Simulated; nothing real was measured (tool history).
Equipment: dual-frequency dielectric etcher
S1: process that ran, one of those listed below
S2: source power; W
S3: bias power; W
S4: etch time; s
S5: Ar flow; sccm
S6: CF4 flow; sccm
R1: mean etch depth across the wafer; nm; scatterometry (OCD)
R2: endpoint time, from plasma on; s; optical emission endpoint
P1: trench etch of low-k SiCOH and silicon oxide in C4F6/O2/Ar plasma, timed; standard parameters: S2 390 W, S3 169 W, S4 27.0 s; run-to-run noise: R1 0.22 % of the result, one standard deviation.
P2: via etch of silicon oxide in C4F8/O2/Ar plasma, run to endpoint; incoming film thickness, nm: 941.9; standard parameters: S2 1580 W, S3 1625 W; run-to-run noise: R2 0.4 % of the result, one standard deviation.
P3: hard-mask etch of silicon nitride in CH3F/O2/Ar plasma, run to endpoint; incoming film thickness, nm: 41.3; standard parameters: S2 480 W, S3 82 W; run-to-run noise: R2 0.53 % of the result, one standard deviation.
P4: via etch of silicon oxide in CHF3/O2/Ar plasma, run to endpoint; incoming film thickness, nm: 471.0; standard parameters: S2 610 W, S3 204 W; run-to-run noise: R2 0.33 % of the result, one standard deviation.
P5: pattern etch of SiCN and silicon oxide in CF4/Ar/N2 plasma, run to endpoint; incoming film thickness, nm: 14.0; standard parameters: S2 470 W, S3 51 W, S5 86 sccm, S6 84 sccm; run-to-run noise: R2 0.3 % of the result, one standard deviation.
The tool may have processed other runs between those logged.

| run | hour | S1 | S2 | S3 | S4 | S5 | S6 | R1 | R2 |
|---|---|---|---|---|---|---|---|---|---|
| 1 | 2.9 | P1 | 390 | 169 | 27.0 |  |  | 80.082 |  |
| 2 | 6.7 | P1 | 390 | 169 | 27.0 |  |  | 80.229 |  |
| 3 | 9.3 | P1 | 390 | 169 | 19.0 |  |  | 56.380 |  |
| 4 | 12.2 | P4 | 610 | 126 |  |  |  |  | 268.810 |
| 5 | 16.4 | P1 | 390 | 240 | 27.0 |  |  | 90.048 |  |
| 6 | 18.6 | P1 | 510 | 169 | 27.0 |  |  | 89.017 |  |
| 7 | 21.1 | P1 | 270 | 169 | 36.5 |  |  | 93.658 |  |
| 8 | 23.7 | P2 | 1580 | 1625 |  |  |  |  | 225.000 |
| 9 | 25.8 | P1 | 390 | 169 | 27.0 |  |  | 80.207 |  |
| 10 | 29.2 | P3 | 480 | 57 |  |  |  |  | 59.175 |
| 11 | 31.6 | P1 | 390 | 169 | 27.0 |  |  | 80.175 |  |
| 12 | 34.4 | P2 | 1580 | 1625 |  |  |  |  | 223.320 |
| 13 | 38.5 | P1 | 390 | 120 | 27.0 |  |  | 72.516 |  |
| 14 | 40.5 | P1 | 390 | 169 | 27.0 |  |  | 79.959 |  |
| 15 | 44.5 | P1 | 390 | 169 | 27.0 |  |  | 79.889 |  |
| 16 | 46.9 | P1 | 270 | 169 | 27.0 |  |  | 69.483 |  |
| 17 | 49.2 | P3 | 480 | 82 |  |  |  |  | 52.301 |
| 18 | 53.0 | P5 | 620 | 51 |  | 86 | 84 |  | 12.754 |
| 19 | 55.9 | P2 | 1580 | 1941 |  |  |  |  | 215.130 |
| 20 | 58.0 | P1 | 390 | 169 | 40.0 |  |  | 118.920 |  |
| 21 | 61.5 | P3 | 330 | 82 |  |  |  |  | 60.400 |
| 22 | 63.6 | P1 | 390 | 169 | 27.0 |  |  | 80.287 |  |
| 23 | 67.7 | P5 | 470 | 51 |  | 68 | 84 |  | 15.755 |
| 24 | 72.0 | P2 | 1260 | 1625 |  |  |  |  | 246.410 |
| 25 | 75.2 | P5 | 470 | 51 |  | 86 | 105 |  | 15.757 |
| 26 | 78.2 | P4 | 610 | 204 |  |  |  |  | 228.400 |
| 27 | 81.4 | P5 | 470 | 67 |  | 86 | 84 |  | 15.013 |
| 28 | 85.8 | P4 | 440 | 204 |  |  |  |  | 259.340 |
| 29 | 88.7 | P5 | 470 | 51 |  | 86 | 84 |  | 16.355 |
| 30 | 92.7 | P1 | 390 | 169 | 27.0 |  |  | 80.298 |  |
| 31 | 96.8 | P1 | 390 | 169 | 27.0 |  |  | 79.262 |  |
| 32 | 99.9 | P1 | 390 | 169 | 27.0 |  |  | 79.440 |  |
| 33 | 103.9 | P1 | 390 | 169 | 27.0 |  |  | 78.895 |  |
|  | 104.3 | wet clean of the chamber |
| 34 | 107.8 | P1 | 390 | 169 | 27.0 |  |  | 78.870 |  |
| 35 | 110.7 | P1 | 390 | 169 | 27.0 |  |  | 78.807 |  |
| 36 | 115.0 | P1 | 390 | 169 | 27.0 |  |  | 79.119 |  |

Compared with where it was, what P1 gives has crept away. Each cause listed below fits the log as well as the rest, at the size given for it:
A: source power that arrives under what is set, % = 3.82
B: bias power that arrives under what is set, % = 4.78
The drift started at roughly hour 92.7.
What rules out each remaining cause:
chamber walls in a state that lowers the etch rate, %: its service at hour 104.3 followed the start of the drift and did not put the process back to its old value

Which of the 4 check runs listed below, each an average over 2 wafers with its results shown as question marks, gives clearly different results under the different listed causes?
| check 1 | 119.3 | P4 | 610 | 204 |  |  |  |  | ? |
| check 2 | 119.3 | P3 | 480 | 82 |  |  |  |  | ? |
| check 3 | 119.3 | P5 | 470 | 51 |  | 86 | 84 |  | ? |
| check 4 | 119.3 | P2 | 1580 | 1625 |  |  |  |  | ? |

If the cause were each of the candidates in turn, the checks would give the following:
| check | result | if A | if B |
|---|---|---|---|
| check 1 | R2 | 232.700 | 233.170 |
| check 2 | R2 | 53.001 | 53.120 |
| check 3 | R2 | 16.861 | 16.517 |
| check 4 | R2 | 228.510 | 228.030 |
Per check, the gap between the least separated pair of causes, taken in the result that splits them most: check 1 0.2 %; check 2 0.22 %; check 3 2.06 %; check 4 0.21 %
The causes can be told apart only by check 3. The other checks would give nearly the same results under each of them.

Running check 3 produced the following: R2 16.515 s. Which one of the listed causes fits?

It is B: bias power that arrives under what is set, %.
